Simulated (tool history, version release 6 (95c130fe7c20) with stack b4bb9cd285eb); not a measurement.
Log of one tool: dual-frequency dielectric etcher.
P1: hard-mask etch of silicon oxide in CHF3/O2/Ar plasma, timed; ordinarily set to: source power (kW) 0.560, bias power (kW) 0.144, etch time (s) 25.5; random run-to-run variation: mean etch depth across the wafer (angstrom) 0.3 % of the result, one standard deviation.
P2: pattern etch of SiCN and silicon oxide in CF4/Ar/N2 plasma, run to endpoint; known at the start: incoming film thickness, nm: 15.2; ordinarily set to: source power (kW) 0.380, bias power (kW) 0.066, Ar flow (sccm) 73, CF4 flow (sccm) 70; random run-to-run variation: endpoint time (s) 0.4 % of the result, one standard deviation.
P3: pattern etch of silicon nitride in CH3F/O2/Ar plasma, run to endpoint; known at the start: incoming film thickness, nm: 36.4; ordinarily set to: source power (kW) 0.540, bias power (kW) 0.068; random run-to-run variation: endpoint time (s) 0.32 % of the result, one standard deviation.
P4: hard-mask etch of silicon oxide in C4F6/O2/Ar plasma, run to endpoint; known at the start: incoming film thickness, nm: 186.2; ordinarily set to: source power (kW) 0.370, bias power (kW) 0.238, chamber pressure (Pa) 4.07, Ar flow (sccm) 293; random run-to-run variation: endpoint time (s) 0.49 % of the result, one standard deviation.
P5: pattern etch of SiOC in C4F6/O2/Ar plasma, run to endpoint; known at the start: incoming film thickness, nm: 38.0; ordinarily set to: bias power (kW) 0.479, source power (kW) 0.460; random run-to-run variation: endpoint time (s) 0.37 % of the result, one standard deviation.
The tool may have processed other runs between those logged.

| run | hour | process that ran | source power (kW) | bias power (kW) | etch time (s) | chamber pressure (Pa) | Ar flow (sccm) | CF4 flow (sccm) | hours since the last wet clean | hours since the last source power generator calibration | hours since the last bias power generator calibration | mean etch depth across the wafer (angstrom) | endpoint time (s) |
|---|---|---|---|---|---|---|---|---|---|---|---|---|---|
| 1 | 4.2 | P1 | 0.560 | 0.144 | 25.5 |  |  |  | 218.5 | 557.9 | 1031.4 | 458.59 |  |
| 2 | 8.0 | P4 | 0.370 | 0.238 |  | 4.07 | 293 |  | 222.3 | 561.7 | 1035.2 |  | 54.995 |
| 3 | 11.9 | P3 | 0.540 | 0.068 |  |  |  |  | 226.2 | 565.6 | 1039.1 |  | 48.693 |
| 4 | 15.6 | P4 | 0.280 | 0.238 |  | 4.07 | 293 |  | 229.9 | 569.3 | 1042.8 |  | 60.984 |
| 5 | 21.7 | P1 | 0.560 | 0.144 | 25.5 |  |  |  | 236.0 | 575.4 | 1048.9 | 459.39 |  |
| 6 | 24.7 | P1 | 0.430 | 0.144 | 25.5 |  |  |  | 239.0 | 578.4 | 1051.9 | 412.26 |  |
| 7 | 30.3 | P1 | 0.560 | 0.144 | 25.5 |  |  |  | 244.6 | 584.0 | 1057.5 | 459.80 |  |
| 8 | 34.9 | P3 | 0.320 | 0.068 |  |  |  |  | 249.2 | 588.6 | 1062.1 |  | 59.120 |
|  | 38.3 | bias power generator calibrated |
| 9 | 39.0 | P5 | 0.570 | 0.479 |  |  |  |  | 253.3 | 592.7 | 0.7 |  | 11.004 |
| 10 | 43.0 | P1 | 0.560 | 0.144 | 18.5 |  |  |  | 257.3 | 596.7 | 4.7 | 332.25 |  |
| 11 | 47.1 | P4 | 0.370 | 0.238 |  | 4.07 | 293 |  | 261.4 | 600.8 | 8.8 |  | 55.088 |
| 12 | 50.9 | P5 | 0.460 | 0.666 |  |  |  |  | 265.2 | 604.6 | 12.6 |  | 10.470 |
| 13 | 54.2 | P1 | 0.560 | 0.144 | 25.5 |  |  |  | 268.5 | 607.9 | 15.9 | 457.67 |  |
| 14 | 57.7 | P2 | 0.380 | 0.086 |  |  | 73 | 70 | 272.0 | 611.4 | 19.4 |  | 18.582 |
| 15 | 62.5 | P1 | 0.560 | 0.144 | 25.5 |  |  |  | 276.8 | 616.2 | 24.2 | 458.21 |  |
| 16 | 67.8 | P2 | 0.380 | 0.066 |  |  | 73 | 70 | 282.1 | 621.5 | 29.5 |  | 20.281 |
| 17 | 71.5 | P1 | 0.560 | 0.144 | 33.0 |  |  |  | 285.8 | 625.2 | 33.2 | 592.37 |  |
| 18 | 74.5 | P3 | 0.540 | 0.055 |  |  |  |  | 288.8 | 628.2 | 36.2 |  | 51.595 |
| 19 | 79.1 | P1 | 0.430 | 0.144 | 33.5 |  |  |  | 293.4 | 632.8 | 40.8 | 544.28 |  |
| 20 | 81.9 | P2 | 0.380 | 0.066 |  |  | 73 | 98 | 296.2 | 635.6 | 43.6 |  | 19.370 |
| 21 | 87.5 | P4 | 0.370 | 0.238 |  | 4.07 | 378 |  | 301.8 | 641.2 | 49.2 |  | 56.570 |
| 22 | 91.7 | P5 | 0.460 | 0.479 |  |  |  |  | 306.0 | 645.4 | 53.4 |  | 11.850 |
| 23 | 96.0 | P2 | 0.380 | 0.066 |  |  | 54 | 70 | 310.3 | 649.7 | 57.7 |  | 19.575 |

What will run 24 give?
| 24 | 101.4 | P1 | 0.560 | 0.190 | 25.5 |  |  |  | 315.7 | 655.1 | 63.1 | ? |  |

{"run 24": {"mean etch depth across the wafer (angstrom)": 500.83}}
